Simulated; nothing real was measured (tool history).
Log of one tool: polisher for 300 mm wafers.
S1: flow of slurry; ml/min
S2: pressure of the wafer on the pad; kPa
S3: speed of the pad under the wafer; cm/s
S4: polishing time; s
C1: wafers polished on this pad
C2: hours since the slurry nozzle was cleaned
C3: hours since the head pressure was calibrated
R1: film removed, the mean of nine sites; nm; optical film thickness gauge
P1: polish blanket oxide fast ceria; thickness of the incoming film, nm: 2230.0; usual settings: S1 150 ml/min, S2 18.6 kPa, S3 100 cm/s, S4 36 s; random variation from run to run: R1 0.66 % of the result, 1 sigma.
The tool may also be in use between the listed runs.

run  hour   S1    S2   S3  S4   C1     C2     C3      R1
  1   4.4  150  18.6  100  36  240  395.8    286  616.18
  2   9.3  150  18.6  100  36  270  400.7  290.9  608.56
  3  13.7  150  18.6  100  36  297  405.1  295.3  617.76
  4  18.8  150  25.5  100  36  329  410.2  300.4  846.54
  5  22.1  150     9  100  36  349  413.5  303.7   293.5
  6  25.5  150  18.6  100  36  370  416.9  307.1   613.8
  7  28.1   90  18.6  100  36  386  419.5  309.7  554.19
     31.6  -- head pressure recalibrated
  8    33  150  18.6  100  16  416  424.4    1.4  269.96
  9  37.8  150  18.6   44  36  445  429.2    6.2  271.44
 10  41.2  150  11.7   66  36  466  432.6    9.6   254.3
 11  45.7  225  18.6  100  48  494  437.1   14.1  868.25
 12  48.6  235  18.6  100  36  512    440     17  663.23
 13  52.4  150  18.6  100  53  535  443.8   20.8  905.69
 14  54.8  150  18.6  100  36  550  446.2   23.2     609
 15  57.5  150  18.6  136  36  566  448.9   25.9  837.76
 16  59.9  190  24.8  100  36  581  451.3   28.3  845.33
 17  62.8  150  18.6  100  36  599  454.2   31.2  610.76
 18  66.9  150  18.6  100  36  624  458.3   35.3  585.32
 19  70.7  150  18.6  100  36  647  462.1   39.1  561.22
 20  75.1  150  18.6  100  36  675  466.5   43.5  560.94
 21  79.3  150  18.6  100  36  700  470.7   47.7  552.75
     81.3  -- head pressure recalibrated
 22  84.5  150  18.6  100  36  732  475.9    3.2  552.41
 23  87.8  150  18.6  100  36  753  479.2    6.5  547.22
 24    92  150  18.6  100  36  778  483.4   10.7   548.6

What P1 gives has crept away from where it was. These 2 causes fit the log equally well, each at the size given:
A: slurry flow missing at the pad, % = 39.2
B: removal rate lost through wear of the pad, % = 10.3
The creep began at about hour 62.8.
Why every other cause is out:
head's pressure below its setpoint, %: serviced at hour 81.3, which brought nothing back

4 check runs are offered, one wafer each, their results left as question marks. Which one tells the causes apart?
check 1  96.2  150  18.6   48  36               ?
check 2  96.2   90  24.1  100  36               ?
check 3  96.2  150  18.6   72  36               ?
check 4  96.2  150  10.3   78  36               ?

What each check would give under each cause:
  check  result    if A    if B
check 1      R1  264.09  264.02
check 2      R1  600.45  637.45
check 3      R1  396.13  396.03
check 4      R1  238.41  238.35
How far apart the two closest causes lie, in the result that separates them most: check 1 0.03 %; check 2 5.98 %; check 3 0.03 %; check 4 0.03 %
Check 2 tells the causes apart: in the others they would give nearly the same result.

Check 2 was then run and gave: R1 645.29 nm. Which cause is it?

It is B: removal rate lost through wear of the pad, %.
